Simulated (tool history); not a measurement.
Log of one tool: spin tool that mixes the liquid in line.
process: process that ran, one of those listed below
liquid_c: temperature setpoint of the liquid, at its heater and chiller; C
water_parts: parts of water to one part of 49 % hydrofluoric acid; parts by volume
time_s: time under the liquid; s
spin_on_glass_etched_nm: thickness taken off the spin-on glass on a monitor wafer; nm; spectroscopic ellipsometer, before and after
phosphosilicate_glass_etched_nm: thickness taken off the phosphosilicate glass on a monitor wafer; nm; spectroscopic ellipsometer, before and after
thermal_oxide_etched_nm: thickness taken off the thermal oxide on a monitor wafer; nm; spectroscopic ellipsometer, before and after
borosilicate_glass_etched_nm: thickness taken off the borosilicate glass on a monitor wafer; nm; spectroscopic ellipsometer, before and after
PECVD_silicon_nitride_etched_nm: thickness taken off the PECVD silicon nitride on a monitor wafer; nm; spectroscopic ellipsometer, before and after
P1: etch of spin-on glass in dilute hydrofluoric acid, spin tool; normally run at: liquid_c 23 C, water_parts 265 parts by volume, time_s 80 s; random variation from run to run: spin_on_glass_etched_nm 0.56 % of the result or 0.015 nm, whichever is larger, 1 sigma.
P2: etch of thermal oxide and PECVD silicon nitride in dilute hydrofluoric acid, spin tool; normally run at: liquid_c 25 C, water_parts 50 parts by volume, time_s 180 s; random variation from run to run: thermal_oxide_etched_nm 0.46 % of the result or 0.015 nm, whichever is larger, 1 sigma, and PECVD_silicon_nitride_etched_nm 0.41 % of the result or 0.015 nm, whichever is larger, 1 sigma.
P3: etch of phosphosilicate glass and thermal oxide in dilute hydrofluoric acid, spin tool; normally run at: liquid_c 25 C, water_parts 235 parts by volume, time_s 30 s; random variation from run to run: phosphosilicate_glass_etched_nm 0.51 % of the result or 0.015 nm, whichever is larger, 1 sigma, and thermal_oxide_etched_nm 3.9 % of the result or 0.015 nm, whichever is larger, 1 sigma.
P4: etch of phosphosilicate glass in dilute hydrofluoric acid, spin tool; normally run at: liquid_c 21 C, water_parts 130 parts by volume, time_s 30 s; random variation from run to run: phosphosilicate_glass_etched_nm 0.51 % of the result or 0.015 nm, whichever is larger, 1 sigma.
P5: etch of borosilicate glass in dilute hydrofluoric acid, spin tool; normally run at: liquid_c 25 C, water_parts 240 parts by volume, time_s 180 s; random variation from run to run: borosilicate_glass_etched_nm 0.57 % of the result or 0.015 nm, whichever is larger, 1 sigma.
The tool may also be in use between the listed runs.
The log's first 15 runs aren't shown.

run,day,process,liquid_c,water_parts,time_s,hours since the thermometer was replaced,hours since the hydrofluoric acid flow meter was replaced,spin_on_glass_etched_nm,phosphosilicate_glass_etched_nm,thermal_oxide_etched_nm,borosilicate_glass_etched_nm,PECVD_silicon_nitride_etched_nm
16,5.633,P4,21,130,15,487.4,405.7,,13.790,,,
17,5.929,P1,17,265,45,494.5,412.8,4.1957,,,,
18,6.354,P2,25,50,180,504.7,423.0,,,18.56800,,9.8728
19,6.700,P1,23,385,80,513.0,431.3,5.7751,,,,
20,6.983,P5,25,240,180,519.8,438.1,,,,12.5600,
21,7.467,P5,25,240,30,531.4,449.7,,,,2.1097,
22,7.696,P1,23,265,20,536.9,455.2,2.3113,,,,
23,7.988,P3,17,235,30,543.9,462.2,,11.151,0.43250,,
24,8.412,P1,23,265,80,554.1,472.4,9.2995,,,,
25,8.883,P3,25,235,65,565.4,483.7,,32.963,1.19310,,

The next listed run, before its measurement:
26,9.404,P2,25,50,180,577.9,496.2,,,?,,?

{"run 26": {"thermal_oxide_etched_nm": 18.565, "PECVD_silicon_nitride_etched_nm": 9.7672}}
